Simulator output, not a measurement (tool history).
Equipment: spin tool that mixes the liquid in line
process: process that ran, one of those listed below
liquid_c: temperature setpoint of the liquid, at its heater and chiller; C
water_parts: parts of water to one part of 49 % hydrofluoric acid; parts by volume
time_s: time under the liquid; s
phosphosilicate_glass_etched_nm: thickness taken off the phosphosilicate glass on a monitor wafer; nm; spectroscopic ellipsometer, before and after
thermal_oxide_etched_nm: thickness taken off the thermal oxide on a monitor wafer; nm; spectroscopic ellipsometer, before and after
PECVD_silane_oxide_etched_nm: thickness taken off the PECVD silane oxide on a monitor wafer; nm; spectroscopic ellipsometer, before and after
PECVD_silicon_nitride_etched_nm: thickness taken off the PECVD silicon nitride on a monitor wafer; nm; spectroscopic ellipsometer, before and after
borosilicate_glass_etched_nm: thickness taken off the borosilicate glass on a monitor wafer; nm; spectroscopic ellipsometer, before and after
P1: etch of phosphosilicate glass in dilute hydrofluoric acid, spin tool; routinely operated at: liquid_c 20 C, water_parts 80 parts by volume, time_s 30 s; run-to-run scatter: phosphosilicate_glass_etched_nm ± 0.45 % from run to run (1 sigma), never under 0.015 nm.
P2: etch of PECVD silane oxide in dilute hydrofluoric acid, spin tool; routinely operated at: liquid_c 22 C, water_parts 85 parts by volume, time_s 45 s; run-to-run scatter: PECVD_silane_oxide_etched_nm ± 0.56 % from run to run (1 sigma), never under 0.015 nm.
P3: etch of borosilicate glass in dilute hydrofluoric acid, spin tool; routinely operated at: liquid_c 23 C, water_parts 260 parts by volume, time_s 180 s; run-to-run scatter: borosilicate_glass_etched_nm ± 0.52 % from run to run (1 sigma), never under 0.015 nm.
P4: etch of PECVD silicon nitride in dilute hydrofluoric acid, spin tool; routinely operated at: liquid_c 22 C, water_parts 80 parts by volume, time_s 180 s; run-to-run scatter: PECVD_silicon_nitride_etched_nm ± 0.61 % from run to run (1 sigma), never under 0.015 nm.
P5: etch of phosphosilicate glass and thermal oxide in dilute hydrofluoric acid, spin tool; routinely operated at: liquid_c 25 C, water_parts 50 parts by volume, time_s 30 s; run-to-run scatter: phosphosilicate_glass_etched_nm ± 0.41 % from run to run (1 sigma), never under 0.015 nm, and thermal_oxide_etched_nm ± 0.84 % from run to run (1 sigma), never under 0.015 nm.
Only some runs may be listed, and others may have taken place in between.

run	hour	process	liquid_c	water_parts	time_s	hours since the thermometer was replaced	hours since the hydrofluoric acid flow meter was replaced	phosphosilicate_glass_etched_nm	thermal_oxide_etched_nm	PECVD_silane_oxide_etched_nm	PECVD_silicon_nitride_etched_nm	borosilicate_glass_etched_nm
1	6	P1	20	80	30	1277.1	684.6	43.238				
2	15.9	P1	20	80	30	1287	694.5	43.277				
3	25.4	P1	20	80	60	1296.5	704	85.748				
4	34.5	P5	25	50	30	1305.6	713.1	64.248	3.4102			
5	45.8	P1	20	80	15	1316.9	724.4	21.425				
6	52.3	P1	20	80	30	1323.4	730.9	43.02				
7	60.5	P1	24	80	60	1331.6	739.1	101.11				
8	66.2	P2	17	85	45	1337.3	744.8			17.053		
9	76.9	P5	25	50	15	1348	755.5	32.319	1.6637			
10	85.5	P4	22	80	15	1356.6	764.1				0.46104	
11	91.6	P1	26.5	80	30	1362.7	770.2	55.685				
12	99.4	P3	23	85	180	1370.5	778					41.17
13	108.2	P5	19	50	30	1379.3	786.8	50.069	2.6134			
14	113.2	P4	22	145	180	1384.3	791.8				3.0811	
15	123.8	P3	17	260	180	1394.9	802.4					8.8659
16	132.8	P2	22	85	45	1403.9	811.4			21.14		
17	140.9	P4	29	80	180	1412	819.5				8.7546	
18	148.3	P5	25	20	30	1419.4	826.9	167.18	8.7313			
19	157.2	P1	20	80	30	1428.3	835.8	42.907				
20	166.2	P3	23	260	180	1437.3	844.8					11.013
21	173.5	P2	22	35	45	1444.6	852.1			54.643		
22	183.5	P5	25	50	30	1454.6	862.1	64.305	3.3818			
23	189.1	P2	22	85	80	1460.2	867.7			37.035		
24	194.5	P1	20	80	30	1465.6	873.1	42.974				
25	204.1	P1	17	80	30	1475.2	882.7	38.189				
26	209.6	P1	20	30	45	1480.7	888.2	181.68				
27	216.6	P1	20	80	30	1487.7	895.2	43.06				
28	227.4	P1	26	120	30	1498.5	906	34.599				
29	235.9	P1	20	115	30	1507	914.5	28.535				
30	244.3	P1	20	20	30	1515.4	922.9	184.12				
31	250.7	P3	23	260	20	1521.8	929.3					1.2492
32	261.8	P4	22	80	180	1532.9	940.4				5.5036	
33	270.2	P1	20	80	30	1541.3	948.8	42.989				
34	279.6	P1	20	80	30	1550.7	958.2	44.578				
35	288.8	P1	20	80	30	1559.9	967.4	45.994				
36	297.1	P1	20	80	30	1568.2	975.7	46.255				
37	303.9	P1	20	80	30	1575	982.5	46.262				
38	312	P1	20	80	30	1583.1	990.6	46.631				
39	320.3	P1	20	80	30	1591.4	998.9	46.849				
40	326.8	P1	20	80	30	1597.9	1005.4	46.834				
41	332.4	P1	20	80	30	1603.5	1011	47.02				

Compared with where it was, what P1 gives has crept away. Each cause listed below fits the log as well as the rest, at the size given for it:
A: hydrofluoric acid flow above the setpoint (%) = 8.16
B: liquid hotter than its thermometer reads (K) = 2.07
The gradual shift began around hour 270.2.

Of the 4 check runs listed below, each run on one wafer and each result written as a question mark, which would let you distinguish the listed causes because they would give clearly different results?
check 1	338	P5	25	20	30			?	?			
check 2	338	P3	23	110	180							?
check 3	338	P2	17	85	60					?		
check 4	338	P4	27.5	80	180						?	

Outcome of each check run for each possible cause:
check	result	if A	if B
check 1	phosphosilicate_glass_etched_nm	181.45	182.45
check 1	thermal_oxide_etched_nm	9.4697	9.522
check 2	borosilicate_glass_etched_nm	33.495	33.263
check 3	PECVD_silane_oxide_etched_nm	24.821	24.872
check 4	PECVD_silicon_nitride_etched_nm	8.5586	9.0409
Separation of the two closest causes in each check, using whichever result separates them best: check 1 0.55 %; check 2 0.69 %; check 3 0.21 %; check 4 5.48 %
Only check 4 tells the causes apart: in the others they would give nearly the same result.

The results of check 4 are: PECVD_silicon_nitride_etched_nm 8.5496 nm. Based on these, which of the listed causes is it?

The cause is A: hydrofluoric acid flow above the setpoint (%).

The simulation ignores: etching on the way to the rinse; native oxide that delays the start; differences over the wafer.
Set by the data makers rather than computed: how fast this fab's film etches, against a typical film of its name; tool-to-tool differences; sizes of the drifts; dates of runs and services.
